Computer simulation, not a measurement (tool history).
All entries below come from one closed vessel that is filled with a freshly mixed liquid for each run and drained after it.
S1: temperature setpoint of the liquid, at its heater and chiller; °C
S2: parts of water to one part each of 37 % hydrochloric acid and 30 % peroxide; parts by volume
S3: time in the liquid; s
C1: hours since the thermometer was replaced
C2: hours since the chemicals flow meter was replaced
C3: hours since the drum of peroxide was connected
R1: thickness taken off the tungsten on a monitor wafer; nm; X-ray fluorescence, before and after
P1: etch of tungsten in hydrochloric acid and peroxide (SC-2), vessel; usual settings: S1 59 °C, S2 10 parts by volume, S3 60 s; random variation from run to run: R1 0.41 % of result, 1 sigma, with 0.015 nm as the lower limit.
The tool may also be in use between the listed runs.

run 1 hour=5.3 | S1=59 S2=10 S3=60 | C1=1002 C2=633 C3=371.1 | R1=21.195
run 2 hour=11.1 | S1=59 S2=18 S3=60 | C1=1007.8 C2=638.8 C3=376.9 | R1=12.707
run 3 hour=16.2 | S1=45.5 S2=10 S3=60 | C1=1012.9 C2=643.9 C3=382 | R1=8.7058
run 4 hour=23.1 | S1=49.5 S2=10 S3=30 | C1=1019.8 C2=650.8 C3=388.9 | R1=5.6155
run 5 hour=26.9 | S1=59 S2=4.5 S3=60 | C1=1023.6 C2=654.6 C3=392.7 | R1=38.968
run 6 hour=32.2 | S1=59 S2=10 S3=60 | C1=1028.9 C2=659.9 C3=398 | R1=21.056
run 7 hour=39.6 | S1=59 S2=6 S3=30 | C1=1036.3 C2=667.3 C3=405.4 | R1=15.86
run 8 hour=44 | S1=59 S2=17 S3=30 | C1=1040.7 C2=671.7 C3=409.8 | R1=6.723
run 9 hour=47.9 | S1=59 S2=10 S3=115 | C1=1044.6 C2=675.6 C3=413.7 | R1=40.563
run 10 hour=52.1 | S1=59 S2=10 S3=60 | C1=1048.8 C2=679.8 C3=417.9 | R1=21.014
run 11 hour=57.1 | S1=59 S2=10 S3=60 | C1=1053.8 C2=684.8 C3=422.9 | R1=21.009
run 12 hour=64.3 | S1=59 S2=10 S3=60 | C1=1061 C2=692 C3=430.1 | R1=21.113
-- hour=67.4 new drum of peroxide connected
run 13 hour=68.3 | S1=71.5 S2=10 S3=60 | C1=1065 C2=696 C3=0.9 | R1=45.017
run 14 hour=74.3 | S1=59 S2=10 S3=60 | C1=1071 C2=702 C3=6.9 | R1=21.112
run 15 hour=78.7 | S1=59 S2=10 S3=30 | C1=1075.4 C2=706.4 C3=11.3 | R1=10.438
run 16 hour=82.8 | S1=59 S2=10 S3=60 | C1=1079.5 C2=710.5 C3=15.4 | R1=21.066
run 17 hour=88.9 | S1=59 S2=10 S3=60 | C1=1085.6 C2=716.6 C3=21.5 | R1=21.14
run 18 hour=92.5 | S1=59 S2=10 S3=60 | C1=1089.2 C2=720.2 C3=25.1 | R1=21.53
run 19 hour=97.1 | S1=59 S2=10 S3=60 | C1=1093.8 C2=724.8 C3=29.7 | R1=22.154
run 20 hour=102.9 | S1=59 S2=10 S3=60 | C1=1099.6 C2=730.6 C3=35.5 | R1=22.574
run 21 hour=110.2 | S1=59 S2=10 S3=60 | C1=1106.9 C2=737.9 C3=42.8 | R1=22.639
run 22 hour=117.1 | S1=59 S2=10 S3=60 | C1=1113.8 C2=744.8 C3=49.7 | R1=22.884
run 23 hour=121.6 | S1=59 S2=10 S3=60 | C1=1118.3 C2=749.3 C3=54.2 | R1=22.807
run 24 hour=128.7 | S1=59 S2=10 S3=60 | C1=1125.4 C2=756.4 C3=61.3 | R1=22.907
run 25 hour=133.4 | S1=59 S2=10 S3=60 | C1=1130.1 C2=761.1 C3=66 | R1=22.904

The output of P1 has drifted from where it used to be. Each of the 2 causes below, taken at the size shown beside it, accounts for the log equally well:
A: liquid hotter than its thermometer reads (K) = 1.32
B: chemicals flow above the setpoint (%) = 10.5
The creep began at about hour 88.9.
Excluded causes, each with its reason:
peroxide weaker than its label (%): limited to 8, which would change R1 by -7.4 %, either short of the creep or opposite in sign

The list below offers 4 check runs, each averaging the results of 2 wafers, and shows each result as a question mark. For which of them would the listed causes give clearly different results?
run check 1 hour=138.1 | S1=47.5 S2=4.5 S3=60 | R1=?
run check 2 hour=138.1 | S1=59 S2=16.5 S3=60 | R1=?
run check 3 hour=138.1 | S1=59 S2=14.5 S3=90 | R1=?
run check 4 hour=138.1 | S1=49.5 S2=14 S3=60 | R1=?

How each check would come out, cause by cause:
check=check_1 result=R1 if_A=20.061 if_B=19.646
check=check_2 result=R1 if_A=14.859 if_B=14.942
check=check_3 result=R1 if_A=24.99 if_B=25.096
check=check_4 result=R1 if_A=9.3139 if_B=9.3032
Smallest distance between any two causes, each pair judged by its most separating result, in per cent: check 1 2.09 %; check 2 0.56 %; check 3 0.42 %; check 4 0.11 %
Check 1 tells the causes apart: in the others they would give nearly the same result.

The results of check 1 are: R1 19.644 nm. Based on these, which of the listed causes is it?

It was cause B: chemicals flow above the setpoint (%).

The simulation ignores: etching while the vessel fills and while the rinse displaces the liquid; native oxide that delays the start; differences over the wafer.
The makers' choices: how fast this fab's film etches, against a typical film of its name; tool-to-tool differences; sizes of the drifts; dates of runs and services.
